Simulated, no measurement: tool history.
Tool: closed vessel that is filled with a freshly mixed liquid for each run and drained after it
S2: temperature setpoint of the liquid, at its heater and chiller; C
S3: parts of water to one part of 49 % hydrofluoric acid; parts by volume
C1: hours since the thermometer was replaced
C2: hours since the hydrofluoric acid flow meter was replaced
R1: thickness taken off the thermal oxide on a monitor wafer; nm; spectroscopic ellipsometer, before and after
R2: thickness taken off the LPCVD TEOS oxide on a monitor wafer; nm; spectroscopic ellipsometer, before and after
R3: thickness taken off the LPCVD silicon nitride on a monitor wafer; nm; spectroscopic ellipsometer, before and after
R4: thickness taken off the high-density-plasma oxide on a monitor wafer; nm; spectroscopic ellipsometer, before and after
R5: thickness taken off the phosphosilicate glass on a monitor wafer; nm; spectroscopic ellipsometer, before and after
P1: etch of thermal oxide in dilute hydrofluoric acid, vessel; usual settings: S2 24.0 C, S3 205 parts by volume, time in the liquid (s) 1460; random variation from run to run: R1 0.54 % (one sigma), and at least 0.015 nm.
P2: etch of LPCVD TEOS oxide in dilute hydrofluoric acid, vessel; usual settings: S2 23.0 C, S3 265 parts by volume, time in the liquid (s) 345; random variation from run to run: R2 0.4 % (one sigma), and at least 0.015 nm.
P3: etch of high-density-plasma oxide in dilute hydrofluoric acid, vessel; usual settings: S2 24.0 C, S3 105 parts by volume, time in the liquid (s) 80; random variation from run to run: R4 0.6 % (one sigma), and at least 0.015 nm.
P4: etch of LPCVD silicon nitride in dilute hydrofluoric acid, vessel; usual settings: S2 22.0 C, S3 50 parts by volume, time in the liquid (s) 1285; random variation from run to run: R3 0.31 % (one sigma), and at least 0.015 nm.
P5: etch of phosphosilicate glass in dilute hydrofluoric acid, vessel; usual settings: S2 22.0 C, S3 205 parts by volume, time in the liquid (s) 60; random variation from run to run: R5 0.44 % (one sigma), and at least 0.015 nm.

Run 1, hour 4.6: process that ran P1, S2 24.0 C, S3 205 parts by volume, time in the liquid (s) 1460; C1 467.7; C2 1309.3. Result: R1 31.6820 nm.
Run 2, hour 10.3: process that ran P2, S2 23.0 C, S3 265 parts by volume, time in the liquid (s) 50; C1 473.4; C2 1315.0. Result: R2 4.4485 nm.
Run 3, hour 16.7: process that ran P4, S2 22.0 C, S3 50 parts by volume, time in the liquid (s) 1285; C1 479.8; C2 1321.4. Result: R3 13.7770 nm.
At hour 17.1: hydrofluoric acid flow meter replaced.
Run 4, hour 20.4: process that ran P3, S2 24.0 C, S3 105 parts by volume, time in the liquid (s) 30; C1 483.5; C2 3.3. Result: R4 1.5307 nm.
Run 5, hour 24.4: process that ran P4, S2 22.0 C, S3 85 parts by volume, time in the liquid (s) 1285; C1 487.5; C2 7.3. Result: R3 8.2089 nm.
Run 6, hour 30.7: process that ran P1, S2 24.0 C, S3 205 parts by volume, time in the liquid (s) 1460; C1 493.8; C2 13.6. Result: R1 31.5250 nm.
Run 7, hour 33.9: process that ran P1, S2 24.0 C, S3 305 parts by volume, time in the liquid (s) 1460; C1 497.0; C2 16.8. Result: R1 19.2790 nm.
Run 8, hour 38.1: process that ran P4, S2 22.0 C, S3 50 parts by volume, time in the liquid (s) 1285; C1 501.2; C2 21.0. Result: R3 13.7410 nm.
Run 9, hour 43.3: process that ran P1, S2 24.0 C, S3 40 parts by volume, time in the liquid (s) 1460; C1 506.4; C2 26.2. Result: R1 196.7200 nm.
Run 10, hour 48.7: process that ran P2, S2 23.0 C, S3 265 parts by volume, time in the liquid (s) 345; C1 511.8; C2 31.6. Result: R2 30.8000 nm.
Run 11, hour 53.2: process that ran P5, S2 17.0 C, S3 205 parts by volume, time in the liquid (s) 60; C1 516.3; C2 36.1. Result: R5 22.428 nm.
Run 12, hour 58.8: process that ran P1, S2 30.5 C, S3 205 parts by volume, time in the liquid (s) 330; C1 521.9; C2 41.7. Result: R1 9.0526 nm.
Run 13, hour 64.2: process that ran P1, S2 24.0 C, S3 205 parts by volume, time in the liquid (s) 1460; C1 527.3; C2 47.1. Result: R1 31.5940 nm.
Run 14, hour 69.9: process that ran P1, S2 24.0 C, S3 205 parts by volume, time in the liquid (s) 1460; C1 533.0; C2 52.8. Result: R1 31.8260 nm.
Run 15, hour 73.6: process that ran P1, S2 24.0 C, S3 205 parts by volume, time in the liquid (s) 1460; C1 536.7; C2 56.5. Result: R1 31.8520 nm.
Run 16, hour 80.0: process that ran P2, S2 23.0 C, S3 465 parts by volume, time in the liquid (s) 345; C1 543.1; C2 62.9. Result: R2 14.5600 nm.
Run 17, hour 83.7: process that ran P5, S2 22.0 C, S3 280 parts by volume, time in the liquid (s) 60; C1 546.8; C2 66.6. Result: R5 18.633 nm.
Run 18, hour 86.6: process that ran P2, S2 23.0 C, S3 265 parts by volume, time in the liquid (s) 345; C1 549.7; C2 69.5. Result: R2 30.5470 nm.
Run 19, hour 89.5: process that ran P3, S2 24.0 C, S3 105 parts by volume, time in the liquid (s) 80; C1 552.6; C2 72.4. Result: R4 4.0817 nm.
Run 20, hour 94.6: process that ran P4, S2 22.0 C, S3 50 parts by volume, time in the liquid (s) 2540; C1 557.7; C2 77.5. Result: R3 27.1560 nm.
Run 21, hour 98.2: process that ran P3, S2 24.0 C, S3 190 parts by volume, time in the liquid (s) 80; C1 561.3; C2 81.1. Result: R4 2.0168 nm.
Run 22, hour 102.4: process that ran P4, S2 27.0 C, S3 50 parts by volume, time in the liquid (s) 1285; C1 565.5; C2 85.3. Result: R3 19.3580 nm.
Run 23, hour 106.5: process that ran P1, S2 24.0 C, S3 80 parts by volume, time in the liquid (s) 2620; C1 569.6; C2 89.4. Result: R1 169.9900 nm.
Run 24, hour 110.5: process that ran P1, S2 24.0 C, S3 205 parts by volume, time in the liquid (s) 1460; C1 573.6; C2 93.4. Result: R1 31.9080 nm.
Run 25, hour 116.2: process that ran P3, S2 18.5 C, S3 105 parts by volume, time in the liquid (s) 80; C1 579.3; C2 99.1. Result: R4 3.2345 nm.
Run 26, hour 121.7: process that ran P5, S2 22.0 C, S3 205 parts by volume, time in the liquid (s) 30; C1 584.8; C2 104.6. Result: R5 13.549 nm.
Run 27, hour 125.7: process that ran P1, S2 24.0 C, S3 205 parts by volume, time in the liquid (s) 2175; C1 588.8; C2 108.6. Result: R1 47.3610 nm.
Run 28, hour 129.2: process that ran P1, S2 24.0 C, S3 205 parts by volume, time in the liquid (s) 1460; C1 592.3; C2 112.1. Result: R1 31.8260 nm.
Run 29, hour 135.4: process that ran P1, S2 24.0 C, S3 205 parts by volume, time in the liquid (s) 240; C1 598.5; C2 118.3. Result: R1 5.2538 nm.
Run 30, hour 138.6: process that ran P2, S2 27.5 C, S3 265 parts by volume, time in the liquid (s) 345; C1 601.7; C2 121.5. Result: R2 35.5120 nm.
Run 31, hour 143.9: process that ran P1, S2 30.0 C, S3 205 parts by volume, time in the liquid (s) 1460; C1 607.0; C2 126.8. Result: R1 39.4670 nm.
Run 32, hour 149.1: process that ran P1, S2 20.5 C, S3 205 parts by volume, time in the liquid (s) 1460; C1 612.2; C2 132.0. Result: R1 27.8880 nm.
Run 33, hour 155.0: process that ran P5, S2 22.0 C, S3 205 parts by volume, time in the liquid (s) 60; C1 618.1; C2 137.9. Result: R5 27.361 nm.
Run 34, hour 158.5: process that ran P1, S2 24.0 C, S3 205 parts by volume, time in the liquid (s) 1460; C1 621.6; C2 141.4. Result: R1 31.8160 nm.
Run 35, hour 162.9: process that ran P1, S2 24.0 C, S3 205 parts by volume, time in the liquid (s) 1460; C1 626.0; C2 145.8. Result: R1 30.9220 nm.
Run 36, hour 167.2: process that ran P1, S2 24.0 C, S3 205 parts by volume, time in the liquid (s) 1460; C1 630.3; C2 150.1. Result: R1 30.2670 nm.
Run 37, hour 170.1: process that ran P1, S2 24.0 C, S3 205 parts by volume, time in the liquid (s) 1460; C1 633.2; C2 153.0. Result: R1 29.7340 nm.
Run 38, hour 173.7: process that ran P1, S2 24.0 C, S3 205 parts by volume, time in the liquid (s) 1460; C1 636.8; C2 156.6. Result: R1 29.9160 nm.
Run 39, hour 180.1: process that ran P1, S2 24.0 C, S3 205 parts by volume, time in the liquid (s) 1460; C1 643.2; C2 163.0. Result: R1 29.4910 nm.
Run 40, hour 184.3: process that ran P1, S2 24.0 C, S3 205 parts by volume, time in the liquid (s) 1460; C1 647.4; C2 167.2. Result: R1 29.4560 nm.
Run 41, hour 189.8: process that ran P1, S2 24.0 C, S3 205 parts by volume, time in the liquid (s) 1460; C1 652.9; C2 172.7. Result: R1 29.4510 nm.
Run 42, hour 193.6: process that ran P1, S2 24.0 C, S3 205 parts by volume, time in the liquid (s) 1460; C1 656.7; C2 176.5. Result: R1 29.1640 nm.
Run 43, hour 199.9: process that ran P1, S2 24.0 C, S3 205 parts by volume, time in the liquid (s) 1460; C1 663.0; C2 182.8. Result: R1 29.3200 nm.
Run 44, hour 203.0: process that ran P1, S2 24.0 C, S3 205 parts by volume, time in the liquid (s) 1460; C1 666.1; C2 185.9. Result: R1 29.1940 nm.

What P1 gives has crept away from where it was. These 2 causes fit the log equally well, each at the size given:
A: liquid colder than its thermometer reads (K) = 2.26
B: hydrofluoric acid flow below the setpoint (%) = 6.64
The creep began at about hour 158.5.

4 check runs are offered, one wafer each, their results left as question marks. Which one tells the causes apart?
Run check 1, hour 206.1: process that ran P5, S2 22.0 C, S3 205 parts by volume, time in the liquid (s) 60. Result: R5 ?.
Run check 2, hour 206.1: process that ran P4, S2 22.0 C, S3 50 parts by volume, time in the liquid (s) 1285. Result: R3 ?.
Run check 3, hour 206.1: process that ran P2, S2 23.0 C, S3 265 parts by volume, time in the liquid (s) 345. Result: R2 ?.
Run check 4, hour 206.1: process that ran P3, S2 24.0 C, S3 105 parts by volume, time in the liquid (s) 80. Result: R4 ?.

What each check would give under each cause:
  check  result     if A     if B
check 1      R5   25.002   25.070
check 2      R3  11.8070  12.9040
check 3      R2  28.2500  28.1140
check 4      R4   3.6822   3.7280
How far apart the two closest causes lie, in the result that separates them most: check 1 0.27 %; check 2 8.89 %; check 3 0.48 %; check 4 1.24 %
Only check 2 tells the causes apart: in the others they would give nearly the same result.

Then check 2 was run and gave: R3 12.8930 nm. Which cause is it?

It is B: hydrofluoric acid flow below the setpoint (%).
